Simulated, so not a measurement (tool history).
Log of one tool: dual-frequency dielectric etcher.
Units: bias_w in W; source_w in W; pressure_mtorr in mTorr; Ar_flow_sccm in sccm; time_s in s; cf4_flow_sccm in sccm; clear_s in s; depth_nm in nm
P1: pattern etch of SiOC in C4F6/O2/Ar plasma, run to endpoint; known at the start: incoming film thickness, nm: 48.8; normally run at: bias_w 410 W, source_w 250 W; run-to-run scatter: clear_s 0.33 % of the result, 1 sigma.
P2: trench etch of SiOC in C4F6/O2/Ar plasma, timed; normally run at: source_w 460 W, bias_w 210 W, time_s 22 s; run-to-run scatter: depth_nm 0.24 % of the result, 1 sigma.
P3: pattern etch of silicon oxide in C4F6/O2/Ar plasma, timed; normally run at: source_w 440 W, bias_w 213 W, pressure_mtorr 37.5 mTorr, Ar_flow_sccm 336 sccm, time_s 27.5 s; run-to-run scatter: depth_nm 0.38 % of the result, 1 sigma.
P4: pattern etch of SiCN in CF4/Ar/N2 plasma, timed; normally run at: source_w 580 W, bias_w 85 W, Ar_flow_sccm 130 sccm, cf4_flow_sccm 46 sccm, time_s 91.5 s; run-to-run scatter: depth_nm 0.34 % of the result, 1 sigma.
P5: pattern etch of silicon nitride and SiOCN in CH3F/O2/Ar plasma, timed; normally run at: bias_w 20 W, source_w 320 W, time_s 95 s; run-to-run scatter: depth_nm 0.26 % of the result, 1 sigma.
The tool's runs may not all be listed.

run 1 day=0.508 | process=P1 bias_w=410 source_w=250 | clear_s=21.066
run 2 day=1.204 | process=P1 bias_w=270 source_w=250 | clear_s=24.641
run 3 day=1.6 | process=P1 bias_w=410 source_w=250 | clear_s=21.162
run 4 day=1.975 | process=P3 bias_w=134 source_w=440 pressure_mtorr=37.5 Ar_flow_sccm=336 time_s=27.5 | depth_nm=77.856
run 5 day=2.346 | process=P1 bias_w=410 source_w=330 | clear_s=19.038
run 6 day=2.788 | process=P3 bias_w=213 source_w=440 pressure_mtorr=50 Ar_flow_sccm=336 time_s=27.5 | depth_nm=87.138
run 7 day=3.408 | process=P4 bias_w=113 source_w=580 Ar_flow_sccm=130 time_s=91.5 cf4_flow_sccm=46 | depth_nm=106.43
run 8 day=3.738 | process=P2 bias_w=210 source_w=350 time_s=22 | depth_nm=44.077
run 9 day=4.096 | process=P1 bias_w=512 source_w=300 | clear_s=18.187
run 10 day=4.421 | process=P1 bias_w=410 source_w=190 | clear_s=23.333
run 11 day=4.862 | process=P4 bias_w=85 source_w=580 Ar_flow_sccm=92 time_s=91.5 cf4_flow_sccm=46 | depth_nm=99.887
run 12 day=5.508 | process=P5 bias_w=20 source_w=450 time_s=95 | depth_nm=12.601
run 13 day=6.021 | process=P4 bias_w=85 source_w=580 Ar_flow_sccm=130 time_s=68 cf4_flow_sccm=46 | depth_nm=70.172
run 14 day=6.571 | process=P1 bias_w=410 source_w=250 | clear_s=21.255
run 15 day=7.038 | process=P1 bias_w=528 source_w=310 | clear_s=17.703
run 16 day=7.571 | process=P3 bias_w=213 source_w=440 pressure_mtorr=37.5 Ar_flow_sccm=336 time_s=38 | depth_nm=123.83
run 17 day=8.292 | process=P5 bias_w=20 source_w=320 time_s=142 | depth_nm=16.798
run 18 day=9.025 | process=P4 bias_w=85 source_w=580 Ar_flow_sccm=130 time_s=91.5 cf4_flow_sccm=28 | depth_nm=87.311
run 19 day=9.358 | process=P2 bias_w=210 source_w=460 time_s=22 | depth_nm=48.989
run 20 day=10.033 | process=P3 bias_w=213 source_w=440 pressure_mtorr=37.5 Ar_flow_sccm=229 time_s=27.5 | depth_nm=93.811
-- day=10.379 source power generator calibrated
run 21 day=10.604 | process=P2 bias_w=210 source_w=460 time_s=22 | depth_nm=49.276
run 22 day=11.275 | process=P2 bias_w=277 source_w=460 time_s=22 | depth_nm=53.969
run 23 day=11.65 | process=P5 bias_w=20 source_w=320 time_s=95 | depth_nm=11.274
run 24 day=12.321 | process=P4 bias_w=85 source_w=730 Ar_flow_sccm=130 time_s=91.5 cf4_flow_sccm=46 | depth_nm=115.2
-- day=12.542 bias power generator calibrated
run 25 day=12.712 | process=P2 bias_w=210 source_w=460 time_s=13.5 | depth_nm=30.27
run 26 day=13.208 | process=P5 bias_w=15 source_w=320 time_s=95 | depth_nm=9.9257
run 27 day=13.804 | process=P4 bias_w=85 source_w=580 Ar_flow_sccm=130 time_s=91.5 cf4_flow_sccm=46 | depth_nm=94.635
run 28 day=14.192 | process=P3 bias_w=213 source_w=600 pressure_mtorr=37.5 Ar_flow_sccm=336 time_s=27.5 | depth_nm=101.65
run 29 day=14.775 | process=P3 bias_w=213 source_w=440 pressure_mtorr=37.5 Ar_flow_sccm=336 time_s=27.5 | depth_nm=90.238
run 30 day=15.183 | process=P1 bias_w=488 source_w=250 | clear_s=19.814
run 31 day=15.546 | process=P1 bias_w=410 source_w=250 | clear_s=21.093
run 32 day=15.958 | process=P1 bias_w=410 source_w=250 | clear_s=21.046
run 33 day=16.283 | process=P1 bias_w=410 source_w=250 | clear_s=21.039
run 34 day=16.725 | process=P1 bias_w=410 source_w=250 | clear_s=20.895
run 35 day=17.133 | process=P1 bias_w=410 source_w=250 | clear_s=20.902
run 36 day=17.638 | process=P1 bias_w=410 source_w=250 | clear_s=20.847
run 37 day=18.046 | process=P1 bias_w=410 source_w=250 | clear_s=20.762
run 38 day=18.729 | process=P1 bias_w=410 source_w=250 | clear_s=20.777
-- day=18.971 wet clean of the chamber
run 39 day=19.162 | process=P1 bias_w=410 source_w=250 | clear_s=20.789
run 40 day=19.708 | process=P1 bias_w=410 source_w=250 | clear_s=20.785
run 41 day=20.267 | process=P1 bias_w=410 source_w=250 | clear_s=20.73
run 42 day=20.775 | process=P1 bias_w=410 source_w=250 | clear_s=20.803

What P1 gives has crept away from where it was. These 2 causes fit the log equally well, each at the size given:
A: bias power that arrives over what is set, % = 4.68
B: source power that arrives over what is set, % = 4.72
The creep began at about day 15.958.
Why every other cause is out:
chamber walls in a state that raises the etch rate, %: serviced at day 18.971, which brought nothing back

4 check runs are offered, each on 2 wafers whose results are averaged, their results left as question marks. Which one tells the causes apart?
run check 1 day=21.283 | process=P4 bias_w=85 source_w=580 Ar_flow_sccm=95 time_s=73 cf4_flow_sccm=46 | depth_nm=?
run check 2 day=21.283 | process=P5 bias_w=20 source_w=450 time_s=140.5 | depth_nm=?
run check 3 day=21.283 | process=P2 bias_w=266 source_w=460 time_s=17.5 | depth_nm=?
run check 4 day=21.283 | process=P3 bias_w=175 source_w=540 pressure_mtorr=37.5 Ar_flow_sccm=336 time_s=27.5 | depth_nm=?

What each check would give under each cause:
check=check_1 result=depth_nm if_A=80.873 if_B=82.755
check=check_2 result=depth_nm if_A=19.108 if_B=19.039
check=check_3 result=depth_nm if_A=42.979 if_B=43.067
check=check_4 result=depth_nm if_A=92.897 if_B=93.272
How far apart the two closest causes lie, in the result that separates them most: check 1 2.3 %; check 2 0.36 %; check 3 0.2 %; check 4 0.4 %
Only check 1 tells the causes apart: in the others they would give nearly the same result.

Then check 1 was run and gave: depth_nm 82.886 nm. Which cause is it?

It is B: source power that arrives over what is set, %.
